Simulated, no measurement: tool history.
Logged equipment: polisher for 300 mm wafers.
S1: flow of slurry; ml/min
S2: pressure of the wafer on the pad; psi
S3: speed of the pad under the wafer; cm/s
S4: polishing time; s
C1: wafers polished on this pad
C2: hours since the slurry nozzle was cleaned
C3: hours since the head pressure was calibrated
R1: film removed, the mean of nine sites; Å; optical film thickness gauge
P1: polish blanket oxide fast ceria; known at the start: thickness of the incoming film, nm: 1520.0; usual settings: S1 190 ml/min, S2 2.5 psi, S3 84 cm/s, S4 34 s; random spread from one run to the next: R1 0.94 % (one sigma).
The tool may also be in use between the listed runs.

| run | day | S1 | S2 | S3 | S4 | C1 | C2 | C3 | R1 |
|---|---|---|---|---|---|---|---|---|---|
| 1 | 0.167 | 190 | 2.5 | 84 | 34 | 518 | 324.6 | 522.3 | 4714.2 |
| 2 | 0.392 | 190 | 2.5 | 84 | 34 | 589 | 330.0 | 527.7 | 4740.0 |
| 3 | 0.629 | 190 | 3.9 | 84 | 34 | 664 | 335.7 | 533.4 | 7312.9 |
| 4 | 0.925 | 190 | 1.1 | 84 | 34 | 758 | 342.8 | 540.5 | 2053.7 |
| 5 | 1.175 | 190 | 2.5 | 84 | 34 | 837 | 348.8 | 546.5 | 4653.8 |
| 6 | 1.525 | 275 | 2.5 | 84 | 25 | 947 | 357.2 | 554.9 | 3620.5 |
| 7 | 1.808 | 190 | 2.5 | 62 | 34 | 1037 | 364.0 | 561.7 | 3415.1 |
| 8 | 2.158 | 190 | 2.5 | 84 | 34 | 1147 | 372.4 | 570.1 | 4690.8 |
| 9 | 2.504 | 190 | 2.5 | 84 | 34 | 1256 | 380.7 | 578.4 | 4661.1 |
| 10 | 2.729 | 190 | 2.5 | 84 | 20 | 1328 | 386.1 | 583.8 | 2762.3 |
| 11 | 3.021 | 115 | 2.5 | 84 | 34 | 1420 | 393.1 | 590.8 | 4301.9 |
| 12 | 3.262 | 190 | 2.5 | 130 | 34 | 1496 | 398.9 | 596.6 | 7238.8 |
| 13 | 3.579 | 190 | 2.5 | 84 | 52 | 1596 | 406.5 | 604.2 | 7064.2 |
| 14 | 3.854 | 250 | 2.5 | 84 | 34 | 1683 | 413.1 | 610.8 | 4836.4 |

Run 15 is up next; what results do you expect?
| 15 | 4.075 | 190 | 2.5 | 84 | 34 | 1753 | 418.4 | 616.1 | ? |

R1: 4688.1 Å
